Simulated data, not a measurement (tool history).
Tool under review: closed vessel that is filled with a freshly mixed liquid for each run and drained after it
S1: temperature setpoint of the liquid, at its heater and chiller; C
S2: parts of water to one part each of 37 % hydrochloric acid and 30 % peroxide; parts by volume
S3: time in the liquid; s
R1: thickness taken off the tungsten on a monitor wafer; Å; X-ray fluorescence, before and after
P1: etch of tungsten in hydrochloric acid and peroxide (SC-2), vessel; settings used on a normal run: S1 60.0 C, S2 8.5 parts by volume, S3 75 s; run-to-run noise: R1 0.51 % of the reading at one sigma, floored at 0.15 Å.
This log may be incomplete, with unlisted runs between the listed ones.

run 1 hour=6.6 | S1=60.0 S2=8.5 S3=75 | R1=333.95
run 2 hour=15.7 | S1=60.0 S2=8.5 S3=120 | R1=536.73
run 3 hour=25.7 | S1=72.0 S2=14.0 S3=75 | R1=457.30
run 4 hour=35.1 | S1=60.0 S2=8.5 S3=75 | R1=334.75
run 5 hour=39.6 | S1=60.0 S2=8.5 S3=75 | R1=339.47
run 6 hour=49.6 | S1=60.0 S2=8.5 S3=30 | R1=135.33
run 7 hour=56.2 | S1=60.0 S2=4.0 S3=75 | R1=587.09
run 8 hour=64.8 | S1=60.0 S2=8.5 S3=75 | R1=336.58
run 9 hour=70.3 | S1=60.0 S2=8.5 S3=75 | R1=335.87
run 10 hour=75.2 | S1=68.0 S2=8.5 S3=75 | R1=551.58
run 11 hour=83.2 | S1=60.0 S2=8.5 S3=75 | R1=337.58
run 12 hour=90.9 | S1=44.5 S2=8.5 S3=75 | R1=120.84
run 13 hour=97.0 | S1=60.0 S2=15.0 S3=75 | R1=206.38
run 14 hour=105.5 | S1=60.0 S2=8.5 S3=75 | R1=337.87

Run 15 has not been measured yet. What should we expect?
run 15 hour=115.3 | S1=60.0 S2=8.5 S3=75 | R1=?

R1: 320.04 Å
